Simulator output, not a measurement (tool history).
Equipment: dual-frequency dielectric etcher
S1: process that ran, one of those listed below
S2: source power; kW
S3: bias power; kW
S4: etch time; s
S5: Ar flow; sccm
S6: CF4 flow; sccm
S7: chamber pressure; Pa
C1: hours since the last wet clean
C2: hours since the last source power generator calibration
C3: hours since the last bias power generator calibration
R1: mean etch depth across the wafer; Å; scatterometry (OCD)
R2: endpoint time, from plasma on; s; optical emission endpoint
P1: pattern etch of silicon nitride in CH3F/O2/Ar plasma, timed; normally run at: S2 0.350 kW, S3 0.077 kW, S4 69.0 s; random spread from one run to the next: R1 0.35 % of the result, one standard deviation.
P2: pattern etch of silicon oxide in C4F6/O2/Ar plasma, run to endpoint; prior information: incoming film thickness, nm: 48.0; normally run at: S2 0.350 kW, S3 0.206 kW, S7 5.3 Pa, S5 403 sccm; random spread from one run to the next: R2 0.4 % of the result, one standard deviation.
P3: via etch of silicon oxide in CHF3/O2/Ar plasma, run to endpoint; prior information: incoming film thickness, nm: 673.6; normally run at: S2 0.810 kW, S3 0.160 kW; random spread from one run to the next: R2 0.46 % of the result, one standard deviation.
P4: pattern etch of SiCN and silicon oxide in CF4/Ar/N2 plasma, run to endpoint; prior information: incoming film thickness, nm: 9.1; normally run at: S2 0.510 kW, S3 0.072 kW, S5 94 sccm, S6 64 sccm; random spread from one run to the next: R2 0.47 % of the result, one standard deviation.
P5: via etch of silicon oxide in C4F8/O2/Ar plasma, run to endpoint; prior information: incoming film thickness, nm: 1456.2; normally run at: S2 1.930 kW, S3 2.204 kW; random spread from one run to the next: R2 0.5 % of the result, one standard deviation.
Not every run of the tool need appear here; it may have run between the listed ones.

run	day	S1	S2	S3	S4	S5	S6	S7	C1	C2	C3	R1	R2
1	0.133	P1	0.350	0.077	69.0				300.3	795.0	2644.4	467.43	
2	0.350	P4	0.510	0.072		118	64		305.5	800.2	2649.6		9.9540
3	0.521	P4	0.510	0.072		94	64		309.6	804.3	2653.7		9.6113
4	0.650	P3	0.810	0.121					312.7	807.4	2656.8		339.2200
5	0.829	P5	2.360	2.204					317.0	811.7	2661.1		259.4800
# day 0.904: bias power generator calibrated
6	0.996	P2	0.350	0.206		403		7.2	321.0	815.7	2.2		17.0650
# day 1.062: wet clean of the chamber
7	1.108	P1	0.470	0.062	69.0				1.2	818.4	4.9	484.74	
8	1.325	P2	0.470	0.206		403		5.3	6.4	823.6	10.1		14.7610
9	1.483	P1	0.350	0.077	69.0				10.2	827.4	13.9	469.26	
10	1.612	P1	0.350	0.077	84.5				13.3	830.5	17.0	571.45	
11	1.812	P5	1.930	2.748					18.1	835.3	21.8		265.9700
12	1.912	P1	0.350	0.077	69.0				20.5	837.7	24.2	465.15	
13	2.121	P1	0.350	0.077	69.0				25.5	842.7	29.2	465.66	
14	2.225	P3	1.080	0.160					28.0	845.2	31.7		276.4300
15	2.446	P4	0.510	0.058		94	64		33.3	850.5	37.0		10.1580
16	2.654	P1	0.350	0.100	69.0				38.3	855.5	42.0	509.34	
17	2.838	P1	0.220	0.077	97.0				42.7	859.9	46.4	554.30	
18	2.983	P2	0.350	0.206		254		5.3	46.2	863.4	49.9		15.5880
19	3.112	P1	0.350	0.077	53.5				49.3	866.5	53.0	360.66	
20	3.304	P4	0.680	0.072		94	64		53.9	871.1	57.6		7.4317
21	3.492	P3	0.810	0.160					58.4	875.6	62.1		310.1300
22	3.621	P2	0.350	0.123		403		5.3	61.5	878.7	65.2		19.3430
23	3.725	P5	1.930	2.204					64.0	881.2	67.7		284.0100
24	3.917	P1	0.350	0.077	69.0				68.6	885.8	72.3	462.82	
25	4.062	P1	0.480	0.077	69.0				72.1	889.3	75.8	522.94	
26	4.225	P4	0.510	0.072		94	64		76.0	893.2	79.7		9.5314
27	4.408	P4	0.510	0.072		94	37		80.4	897.6	84.1		10.4370
28	4.600	P5	1.930	2.204					85.0	902.2	88.7		280.0100
29	4.717	P2	0.350	0.206		403		5.3	87.8	905.0	91.5		16.5160
30	4.862	P1	0.220	0.077	69.0				91.3	908.5	95.0	389.69	
31	4.958	P1	0.350	0.049	69.0				93.6	910.8	97.3	402.38	
32	5.075	P1	0.290	0.051	69.0				96.4	913.6	100.1	376.54	
33	5.283	P1	0.350	0.077	69.0				101.4	918.6	105.1	468.60	
34	5.425	P1	0.350	0.077	69.0				104.8	922.0	108.5	466.65	
35	5.546	P1	0.350	0.077	69.0				107.7	924.9	111.4	461.95	
36	5.658	P1	0.350	0.077	69.0				110.4	927.6	114.1	460.99	
37	5.758	P1	0.350	0.077	69.0				112.8	930.0	116.5	459.32	
38	5.925	P1	0.350	0.077	69.0				116.8	934.0	120.5	457.49	
# day 5.967: wet clean of the chamber
39	6.138	P1	0.350	0.077	69.0				4.2	939.1	125.6	458.66	
40	6.254	P1	0.350	0.077	69.0				7.0	941.9	128.4	455.91	
41	6.433	P1	0.350	0.077	69.0				11.3	946.2	132.7	456.53	
42	6.621	P1	0.350	0.077	69.0				15.8	950.7	137.2	457.78	

Compared with where it was, what P1 gives has crept away. Each cause listed below fits the log as well as the rest, at the size given for it:
A: bias power that arrives under what is set, % = 4.93
B: source power that arrives under what is set, % = 4.58
The gradual shift began around day 5.425.
Excluded causes, each with its reason:
chamber walls in a state that lowers the etch rate, %: maintenance at day 5.967, after the shift began, did not return the process to its former output

You are offered 4 check runs, listed below with question marks in place of their results; each one averages 2 wafers. Which run separates the listed causes by giving clearly different results for each?
check 1	6.808	P5	1.930	2.204									?
check 2	6.808	P3	0.810	0.160									?
check 3	6.808	P2	0.350	0.206		403		5.3					?
check 4	6.808	P4	0.510	0.072		94	64						?

Check results expected under each cause:
check	result	if A	if B
check 1	R2	287.4400	288.5600
check 2	R2	315.3700	316.0100
check 3	R2	16.7760	16.8020
check 4	R2	9.7474	9.9893
Gap, in per cent, between the two causes that each check separates least, read from the result that separates them most: check 1 0.39 %; check 2 0.2 %; check 3 0.16 %; check 4 2.45 %
Check 4 distinguishes between the causes, while the remaining checks would return nearly the same result for all of them.

Check 4 was carried out, with these results: R2 9.9625 s. Which of the listed causes is responsible?

It is B: source power that arrives under what is set, %.

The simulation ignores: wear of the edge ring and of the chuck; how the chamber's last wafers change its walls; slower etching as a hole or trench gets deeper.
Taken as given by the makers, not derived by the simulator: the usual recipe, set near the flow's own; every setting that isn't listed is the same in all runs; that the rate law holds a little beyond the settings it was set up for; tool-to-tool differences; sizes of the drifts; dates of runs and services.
